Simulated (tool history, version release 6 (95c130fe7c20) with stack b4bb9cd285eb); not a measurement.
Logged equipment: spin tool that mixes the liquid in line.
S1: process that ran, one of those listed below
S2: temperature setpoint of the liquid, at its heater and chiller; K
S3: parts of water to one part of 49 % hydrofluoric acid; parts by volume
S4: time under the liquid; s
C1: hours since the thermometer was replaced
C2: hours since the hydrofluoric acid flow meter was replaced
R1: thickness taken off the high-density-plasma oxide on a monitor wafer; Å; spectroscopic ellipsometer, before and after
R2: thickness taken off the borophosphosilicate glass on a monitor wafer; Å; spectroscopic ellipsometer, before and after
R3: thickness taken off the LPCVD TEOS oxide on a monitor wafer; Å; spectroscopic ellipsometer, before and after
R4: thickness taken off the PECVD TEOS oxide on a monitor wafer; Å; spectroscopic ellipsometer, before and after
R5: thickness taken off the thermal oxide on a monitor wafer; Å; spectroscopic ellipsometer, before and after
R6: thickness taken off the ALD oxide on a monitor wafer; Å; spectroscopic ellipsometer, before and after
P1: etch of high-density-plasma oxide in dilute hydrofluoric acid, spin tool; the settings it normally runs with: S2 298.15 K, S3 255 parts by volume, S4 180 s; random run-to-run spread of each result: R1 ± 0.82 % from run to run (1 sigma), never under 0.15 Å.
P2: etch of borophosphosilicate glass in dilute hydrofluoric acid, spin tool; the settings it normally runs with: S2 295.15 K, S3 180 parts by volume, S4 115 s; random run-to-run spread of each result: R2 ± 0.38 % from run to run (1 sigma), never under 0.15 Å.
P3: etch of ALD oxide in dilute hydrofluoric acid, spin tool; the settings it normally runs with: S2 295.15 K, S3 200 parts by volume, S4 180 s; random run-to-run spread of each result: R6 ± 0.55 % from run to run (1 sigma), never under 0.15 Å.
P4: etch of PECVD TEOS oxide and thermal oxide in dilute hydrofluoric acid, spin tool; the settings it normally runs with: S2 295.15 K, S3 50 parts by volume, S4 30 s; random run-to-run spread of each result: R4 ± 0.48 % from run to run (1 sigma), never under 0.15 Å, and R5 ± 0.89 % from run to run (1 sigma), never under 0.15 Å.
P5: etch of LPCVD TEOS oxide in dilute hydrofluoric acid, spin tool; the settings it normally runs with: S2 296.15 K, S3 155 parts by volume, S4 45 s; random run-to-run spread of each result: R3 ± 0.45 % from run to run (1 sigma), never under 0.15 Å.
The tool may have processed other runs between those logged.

run,day,S1,S2,S3,S4,C1,C2,R1,R2,R3,R4,R5,R6
1,0.233,P1,298.15,255,180,669.9,1616.6,31.7290,,,,,
2,0.458,P1,298.15,255,180,675.3,1622.0,31.3370,,,,,
3,0.700,P2,295.15,180,115,681.1,1627.8,,224.90,,,,
4,0.883,P1,298.15,255,180,685.5,1632.2,31.5540,,,,,
5,1.088,P1,305.65,255,180,690.4,1637.1,41.1370,,,,,
6,1.300,P5,296.15,275,45,695.5,1642.2,,,45.138,,,
7,1.458,P4,295.15,50,30,699.3,1646.0,,,,77.750,27.386,
8,1.733,P5,296.15,155,45,705.9,1652.6,,,91.216,,,
9,1.992,P3,295.15,95,180,712.1,1658.8,,,,,,259.68
10,2.183,P1,304.15,110,180,716.7,1663.4,107.2900,,,,,
11,2.325,P2,291.15,180,115,720.1,1666.8,,191.98,,,,
12,2.575,P4,290.15,50,30,726.1,1672.8,,,,62.818,22.194,
13,2.817,P3,302.65,200,180,731.9,1678.6,,,,,,143.81
14,3.029,P2,295.15,305,115,737.0,1683.7,,116.92,,,,
15,3.300,P1,290.65,255,180,743.5,1690.2,23.8430,,,,,
16,3.467,P2,295.15,180,170,747.5,1694.2,,331.00,,,,
17,3.779,P1,294.15,255,50,755.0,1701.7,7.9631,,,,,
18,4.012,P1,298.15,440,180,760.6,1707.3,15.1710,,,,,
# day 4.125: thermometer replaced
19,4.312,P3,295.15,200,180,4.5,1714.5,,,,,,109.58
20,4.488,P4,295.15,20,30,8.7,1718.7,,,,201.750,71.711,
21,4.746,P5,296.15,155,15,14.9,1724.9,,,30.254,,,
22,4.950,P5,302.65,155,45,19.8,1729.8,,,115.560,,,
23,5.233,P1,294.15,100,180,26.6,1736.6,80.4840,,,,,
24,5.417,P2,295.15,180,115,31.0,1741.0,,223.86,,,,
25,5.704,P1,298.15,255,70,37.9,1747.9,12.2580,,,,,
26,5.938,P1,298.15,255,180,43.5,1753.5,31.3680,,,,,
27,6.171,P1,298.15,255,180,49.1,1759.1,31.5960,,,,,
28,6.396,P1,298.15,255,345,54.5,1764.5,60.3580,,,,,
29,6.579,P1,298.15,150,180,58.9,1768.9,60.3530,,,,,
30,6.812,P4,295.15,50,15,64.5,1774.5,,,,38.485,13.852,
31,6.979,P3,295.15,200,320,68.5,1778.5,,,,,,195.17
32,7.154,P1,298.15,255,180,72.7,1782.7,31.5900,,,,,
33,7.367,P1,298.15,255,180,77.8,1787.8,30.3060,,,,,
34,7.588,P1,298.15,255,180,83.1,1793.1,30.2120,,,,,
35,7.817,P1,298.15,255,180,88.6,1798.6,30.0500,,,,,
36,8.050,P1,298.15,255,180,94.2,1804.2,29.0510,,,,,
37,8.217,P1,298.15,255,180,98.2,1808.2,29.2300,,,,,
38,8.358,P1,298.15,255,180,101.6,1811.6,29.1230,,,,,
39,8.638,P1,298.15,255,180,108.3,1818.3,29.3760,,,,,

P1 no longer gives what it gave before; its output has crept away from where it was. The following 2 causes, each at its listed size, fit the log equally well:
A: liquid colder than its thermometer reads (K) = 2.05
B: hydrofluoric acid flow below the setpoint (%) = 5.58
The drift started at roughly day 7.154.

Of the 4 check runs below, each run on 2 wafers with the results averaged and each result still a question mark, which one would tell the listed causes apart?
check 1,8.917,P4,290.15,25,30,,,,,,?,?,
check 2,8.917,P5,296.15,240,45,,,,,?,,,
check 3,8.917,P2,295.15,290,115,,,,?,,,,
check 4,8.917,P3,299.15,200,180,,,,,,,,?

Expected result of each check under each candidate cause:
check,result,if A,if B
check 1,R4,117.740,121.600
check 1,R5,41.769,43.136
check 2,R3,49.769,49.969
check 3,R2,116.00,116.11
check 4,R6,118.54,119.06
Minimum pairwise separation of causes per check, each pair taken at its best-separating result: check 1 3.22 %; check 2 0.4 %; check 3 0.09 %; check 4 0.43 %
Only check 1 tells the causes apart: in the others they would give nearly the same result.

Then check 1 was run and gave: R4 118.000 Å; R5 42.163 Å. Which cause is it?

It is A: liquid colder than its thermometer reads (K).
